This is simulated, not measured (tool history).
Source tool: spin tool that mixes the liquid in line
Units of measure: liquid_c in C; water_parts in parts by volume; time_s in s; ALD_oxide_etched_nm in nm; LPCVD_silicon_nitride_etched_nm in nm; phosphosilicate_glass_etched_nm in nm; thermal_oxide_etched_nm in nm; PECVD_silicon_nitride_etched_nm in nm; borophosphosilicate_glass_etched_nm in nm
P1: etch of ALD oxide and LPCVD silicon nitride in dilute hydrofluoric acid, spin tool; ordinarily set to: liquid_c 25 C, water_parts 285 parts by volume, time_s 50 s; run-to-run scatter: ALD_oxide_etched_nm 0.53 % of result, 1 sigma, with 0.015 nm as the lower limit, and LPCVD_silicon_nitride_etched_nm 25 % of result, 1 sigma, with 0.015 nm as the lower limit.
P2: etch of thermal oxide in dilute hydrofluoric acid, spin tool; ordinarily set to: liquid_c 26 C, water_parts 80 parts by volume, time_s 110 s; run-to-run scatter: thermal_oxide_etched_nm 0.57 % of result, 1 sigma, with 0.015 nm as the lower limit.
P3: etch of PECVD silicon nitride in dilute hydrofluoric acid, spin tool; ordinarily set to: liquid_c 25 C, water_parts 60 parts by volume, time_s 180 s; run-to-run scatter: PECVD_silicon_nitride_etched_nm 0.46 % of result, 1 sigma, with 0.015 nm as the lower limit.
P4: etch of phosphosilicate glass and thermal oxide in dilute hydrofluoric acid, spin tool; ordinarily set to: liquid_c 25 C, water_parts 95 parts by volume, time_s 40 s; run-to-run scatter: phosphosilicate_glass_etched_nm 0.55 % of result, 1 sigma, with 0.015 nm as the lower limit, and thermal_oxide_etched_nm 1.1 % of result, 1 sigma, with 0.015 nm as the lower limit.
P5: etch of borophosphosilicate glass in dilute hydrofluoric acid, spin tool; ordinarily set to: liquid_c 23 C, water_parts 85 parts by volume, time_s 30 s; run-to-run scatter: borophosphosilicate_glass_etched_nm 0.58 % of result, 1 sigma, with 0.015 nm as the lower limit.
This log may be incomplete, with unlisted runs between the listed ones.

run,hour,process,liquid_c,water_parts,time_s,hours since the thermometer was replaced,hours since the hydrofluoric acid flow meter was replaced,ALD_oxide_etched_nm,LPCVD_silicon_nitride_etched_nm,phosphosilicate_glass_etched_nm,thermal_oxide_etched_nm,PECVD_silicon_nitride_etched_nm,borophosphosilicate_glass_etched_nm
1,2.5,P1,25,285,50,929.7,1031.6,4.5889,0.060772,,,,
2,7.4,P4,30,95,40,934.6,1036.5,,,31.835,2.6022,,
3,11.2,P4,25,165,40,938.4,1040.3,,,14.068,1.1396,,
4,16.3,P3,25,60,180,943.5,1045.4,,,,,17.441,
5,21.4,P4,25,95,70,948.6,1050.5,,,45.989,3.7125,,
6,25.5,P1,25,285,15,952.7,1054.6,1.3884,0.025002,,,,
7,28.8,P2,26,80,110,956,1057.9,,,,6.858,,
8,31.3,P1,32.5,155,50,958.5,1060.4,12.803,0.26581,,,,
9,36.6,P1,33,285,50,963.8,1065.7,5.9759,0.093375,,,,
10,42,P2,32,80,110,969.2,1071.1,,,,8.5792,,
11,44.8,P1,25,285,90,972,1073.9,8.294,0.07935,,,,
12,48.8,P4,25,95,40,976,1077.9,,,26.531,2.1677,,
13,54.2,P3,25,20,180,981.4,1083.3,,,,,50.968,
14,56.7,P2,26,80,15,983.9,1085.8,,,,0.91196,,
15,61.4,P1,25,285,50,988.6,1090.5,4.5975,0.058713,,,,
16,66.7,P1,25,100,50,993.9,1095.8,16.145,0.27586,,,,
17,69.2,P1,17.5,285,50,996.4,1098.3,3.5437,0.046981,,,,
18,72.2,P1,25,470,50,999.4,1101.3,2.3584,0.086997,,,,
19,74.7,P3,17,60,180,1001.9,1103.8,,,,,10.148,
20,77.9,P5,23,145,30,1005.1,1107,,,,,,11.391
21,83.2,P1,25,285,50,1010.4,1112.3,4.5952,0.12022,,,,
22,86.7,P5,29.5,85,30,1013.9,1115.8,,,,,,26.664
23,90.6,P5,23,85,15,1017.8,1119.7,,,,,,10.309
24,95.9,P1,25,285,50,1023.1,1125,4.6322,0.096593,,,,
25,98.5,P1,25,285,50,1025.7,1127.6,4.57,0.078846,,,,
26,103,P2,26,50,110,1030.2,1132.1,,,,11.38,,
27,106.5,P5,23,85,30,1033.7,1135.6,,,,,,20.59
28,109,P5,23,85,30,1036.2,1138.1,,,,,,20.745
29,113.3,P3,25,60,75,1040.5,1142.4,,,,,7.2454,
30,117.5,P4,25,95,40,1044.7,1146.6,,,26.688,2.179,,
31,123.1,P1,25,285,50,1050.3,1152.2,4.5897,0.12204,,,,
32,127.5,P1,25,285,50,1054.7,1156.6,4.6888,0.13626,,,,
33,130.9,P1,25,285,50,1058.1,1160,4.7402,0.11732,,,,
34,135,P1,25,285,50,1062.2,1164.1,4.8071,0.10907,,,,
35,139.3,P1,25,285,50,1066.5,1168.4,4.829,0.058961,,,,
36,142.1,P1,25,285,50,1069.3,1171.2,4.8344,0.086599,,,,
37,146.5,P1,25,285,50,1073.7,1175.6,4.8498,0.065114,,,,
38,151.1,P1,25,285,50,1078.3,1180.2,4.8717,0.14089,,,,
39,155.7,P1,25,285,50,1082.9,1184.8,4.857,0.13212,,,,
40,158.4,P1,25,285,50,1085.6,1187.5,4.7986,0.084626,,,,

P1 no longer gives what it gave before; its output has crept away from where it was. The following 2 causes, each at its listed size, fit the log equally well:
A: liquid hotter than its thermometer reads (K) = 1.66
B: hydrofluoric acid flow above the setpoint (%) = 4.51
Creep in the process output first set in at about hour 123.1.

Listed below are the offered check runs, one wafer per run, with question marks in place of results. For which of them would the causes give clearly different outcomes?
check 1,161.1,P2,26,50,15,,,,,,?,,
check 2,161.1,P5,26.5,145,30,,,,,,,,?
check 3,161.1,P3,17.5,25,180,,,,,,,?,
check 4,161.1,P4,25,135,60,,,,,?,?,,

Expected result of each check under each candidate cause:
check,result,if A,if B
check 1,thermal_oxide_etched_nm,1.6571,1.6249
check 2,borophosphosilicate_glass_etched_nm,13.774,13.64
check 3,PECVD_silicon_nitride_etched_nm,27.271,25.277
check 4,phosphosilicate_glass_etched_nm,28.231,27.899
check 4,thermal_oxide_etched_nm,2.305,2.2778
Separation of the two closest causes in each check, using whichever result separates them best: check 1 1.96 %; check 2 0.98 %; check 3 7.59 %; check 4 1.18 %
The other checks would show nearly matching results whichever cause is true, so check 3 is the only one that separates the causes.

Running check 3 produced the following: PECVD_silicon_nitride_etched_nm 25.019 nm. Which one of the listed causes fits?

The correct cause is B, namely: hydrofluoric acid flow above the setpoint (%).
